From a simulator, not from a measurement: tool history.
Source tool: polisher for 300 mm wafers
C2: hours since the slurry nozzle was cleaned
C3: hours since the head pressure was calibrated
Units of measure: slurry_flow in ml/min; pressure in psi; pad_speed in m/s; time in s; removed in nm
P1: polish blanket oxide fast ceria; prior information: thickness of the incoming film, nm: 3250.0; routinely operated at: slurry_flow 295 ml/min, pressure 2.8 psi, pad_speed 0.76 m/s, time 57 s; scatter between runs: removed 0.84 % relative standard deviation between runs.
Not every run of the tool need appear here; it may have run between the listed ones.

Run 1, day 0.329: slurry_flow 295 ml/min, pressure 2.8 psi, pad_speed 0.76 m/s, time 57 s; wafers polished on this pad 411; C2 143.4; C3 257.5. Result: removed 785.62 nm.
Run 2, day 0.675: slurry_flow 295 ml/min, pressure 1.5 psi, pad_speed 0.76 m/s, time 57 s; wafers polished on this pad 520; C2 151.7; C3 265.8. Result: removed 418.62 nm.
Run 3, day 0.946: slurry_flow 295 ml/min, pressure 2.8 psi, pad_speed 1 m/s, time 88 s; wafers polished on this pad 605; C2 158.2; C3 272.3. Result: removed 1616.9 nm.
Run 4, day 1.283: slurry_flow 295 ml/min, pressure 2.8 psi, pad_speed 0.76 m/s, time 84 s; wafers polished on this pad 711; C2 166.3; C3 280.4. Result: removed 1167.8 nm.
Run 5, day 1.688: slurry_flow 295 ml/min, pressure 2.8 psi, pad_speed 0.76 m/s, time 57 s; wafers polished on this pad 837; C2 176; C3 290.1. Result: removed 774.45 nm.
Run 6, day 1.912: slurry_flow 295 ml/min, pressure 2.8 psi, pad_speed 0.76 m/s, time 57 s; wafers polished on this pad 908; C2 181.4; C3 295.5. Result: removed 781.94 nm.
Run 7, day 2.3: slurry_flow 295 ml/min, pressure 2.8 psi, pad_speed 0.76 m/s, time 57 s; wafers polished on this pad 1030; C2 190.7; C3 304.8. Result: removed 790.58 nm.
Run 8, day 2.696: slurry_flow 295 ml/min, pressure 2.8 psi, pad_speed 0.76 m/s, time 57 s; wafers polished on this pad 1154; C2 200.2; C3 314.3. Result: removed 778.51 nm.
Run 9, day 2.921: slurry_flow 295 ml/min, pressure 2.8 psi, pad_speed 0.76 m/s, time 57 s; wafers polished on this pad 1224; C2 205.6; C3 319.7. Result: removed 773.12 nm.
Run 10, day 3.258: slurry_flow 295 ml/min, pressure 2.8 psi, pad_speed 0.76 m/s, time 57 s; wafers polished on this pad 1330; C2 213.7; C3 327.8. Result: removed 774.84 nm.
Run 11, day 3.658: slurry_flow 440 ml/min, pressure 2.8 psi, pad_speed 0.76 m/s, time 57 s; wafers polished on this pad 1456; C2 223.3; C3 337.4. Result: removed 799.9 nm.
Run 12, day 4.062: slurry_flow 295 ml/min, pressure 2.8 psi, pad_speed 1.1 m/s, time 57 s; wafers polished on this pad 1582; C2 233; C3 347.1. Result: removed 1121.2 nm.
Run 13, day 4.342: slurry_flow 295 ml/min, pressure 2.1 psi, pad_speed 0.76 m/s, time 76 s; wafers polished on this pad 1670; C2 239.7; C3 353.8. Result: removed 787.34 nm.
Run 14, day 4.579: slurry_flow 295 ml/min, pressure 2.8 psi, pad_speed 0.34 m/s, time 57 s; wafers polished on this pad 1744; C2 245.4; C3 359.5. Result: removed 353.17 nm.
Run 15, day 4.983: slurry_flow 295 ml/min, pressure 2.8 psi, pad_speed 0.76 m/s, time 34 s; wafers polished on this pad 1871; C2 255.1; C3 369.2. Result: removed 465.36 nm.
Run 16, day 5.233: slurry_flow 175 ml/min, pressure 2.8 psi, pad_speed 0.76 m/s, time 57 s; wafers polished on this pad 1950; C2 261.1; C3 375.2. Result: removed 717.15 nm.
Run 17, day 5.462: slurry_flow 295 ml/min, pressure 4 psi, pad_speed 0.76 m/s, time 57 s; wafers polished on this pad 2022; C2 266.6; C3 380.7. Result: removed 1106.2 nm.
Run 18, day 5.742: slurry_flow 295 ml/min, pressure 2.8 psi, pad_speed 0.76 m/s, time 57 s; wafers polished on this pad 2109; C2 273.3; C3 387.4. Result: removed 781.69 nm.
Run 19, day 5.921: slurry_flow 295 ml/min, pressure 2.8 psi, pad_speed 0.76 m/s, time 57 s; wafers polished on this pad 2165; C2 277.6; C3 391.7. Result: removed 773.66 nm.
Run 20, day 6.225: slurry_flow 295 ml/min, pressure 2.8 psi, pad_speed 0.76 m/s, time 57 s; wafers polished on this pad 2261; C2 284.9; C3 399. Result: removed 759.13 nm.
Run 21, day 6.408: slurry_flow 295 ml/min, pressure 2.8 psi, pad_speed 0.76 m/s, time 57 s; wafers polished on this pad 2318; C2 289.3; C3 403.4. Result: removed 759.78 nm.
Run 22, day 6.692: slurry_flow 295 ml/min, pressure 2.8 psi, pad_speed 0.76 m/s, time 57 s; wafers polished on this pad 2407; C2 296.1; C3 410.2. Result: removed 753.29 nm.
Run 23, day 6.95: slurry_flow 295 ml/min, pressure 2.8 psi, pad_speed 0.76 m/s, time 57 s; wafers polished on this pad 2488; C2 302.3; C3 416.4. Result: removed 772.45 nm.
Run 24, day 7.346: slurry_flow 295 ml/min, pressure 2.8 psi, pad_speed 0.76 m/s, time 57 s; wafers polished on this pad 2612; C2 311.8; C3 425.9. Result: removed 747.95 nm.
At day 7.642: worn pad replaced by a new one.
Run 25, day 7.675: slurry_flow 295 ml/min, pressure 2.8 psi, pad_speed 0.76 m/s, time 57 s; wafers polished on this pad 11; C2 319.7; C3 433.8. Result: removed 748.93 nm.
Run 26, day 7.925: slurry_flow 295 ml/min, pressure 2.8 psi, pad_speed 0.76 m/s, time 57 s; wafers polished on this pad 89; C2 325.7; C3 439.8. Result: removed 746.01 nm.
Run 27, day 8.3: slurry_flow 295 ml/min, pressure 2.8 psi, pad_speed 0.76 m/s, time 57 s; wafers polished on this pad 207; C2 334.7; C3 448.8. Result: removed 742.01 nm.
Run 28, day 8.533: slurry_flow 295 ml/min, pressure 2.8 psi, pad_speed 0.76 m/s, time 57 s; wafers polished on this pad 280; C2 340.3; C3 454.4. Result: removed 744.07 nm.
Run 29, day 8.892: slurry_flow 295 ml/min, pressure 2.8 psi, pad_speed 0.76 m/s, time 57 s; wafers polished on this pad 392; C2 348.9; C3 463. Result: removed 746.51 nm.

P1 has crept away from where it was. The log is fitted equally well by each of these 2 causes, at the sizes shown:
A: head's pressure below its setpoint, % = 4.11
B: slurry flow missing at the pad, % = 31.7
The onset of the drift is placed at about day 5.742.
Every other cause this tool's parts could produce, and why it does not fit the log:
removal rate lost through wear of the pad, %: serviced at day 7.642, after the drift had started, without restoring the earlier output

Which of the 4 check runs listed below, each an average over 5 wafers with its results shown as question marks, gives clearly different results under the different listed causes?
Run check 1, day 9.25: slurry_flow 295 ml/min, pressure 2.8 psi, pad_speed 0.38 m/s, time 38 s. Result: removed ?.
Run check 2, day 9.25: slurry_flow 295 ml/min, pressure 2.8 psi, pad_speed 1.02 m/s, time 35 s. Result: removed ?.
Run check 3, day 9.25: slurry_flow 295 ml/min, pressure 3.9 psi, pad_speed 0.76 m/s, time 79 s. Result: removed ?.
Run check 4, day 9.25: slurry_flow 175 ml/min, pressure 2.8 psi, pad_speed 0.76 m/s, time 42 s. Result: removed ?.

Predicted outcomes, by check and by cause:
  check   result    if A    if B
check 1  removed  249.31  249.32
check 2  removed  616.38  616.39
check 3  removed  1443.9  1443.9
check 4  removed  518.14  504.62
Distance between the nearest two causes, measured in the result of the check that separates them most: check 1 0 %; check 2 0 %; check 3 0 %; check 4 2.64 %
Check 4 distinguishes between the causes, while the remaining checks would return nearly the same result for all of them.

The results of check 4 are: removed 519.89 nm. Based on these, which of the listed causes is it?

The correct cause is A, namely: head's pressure below its setpoint, %.
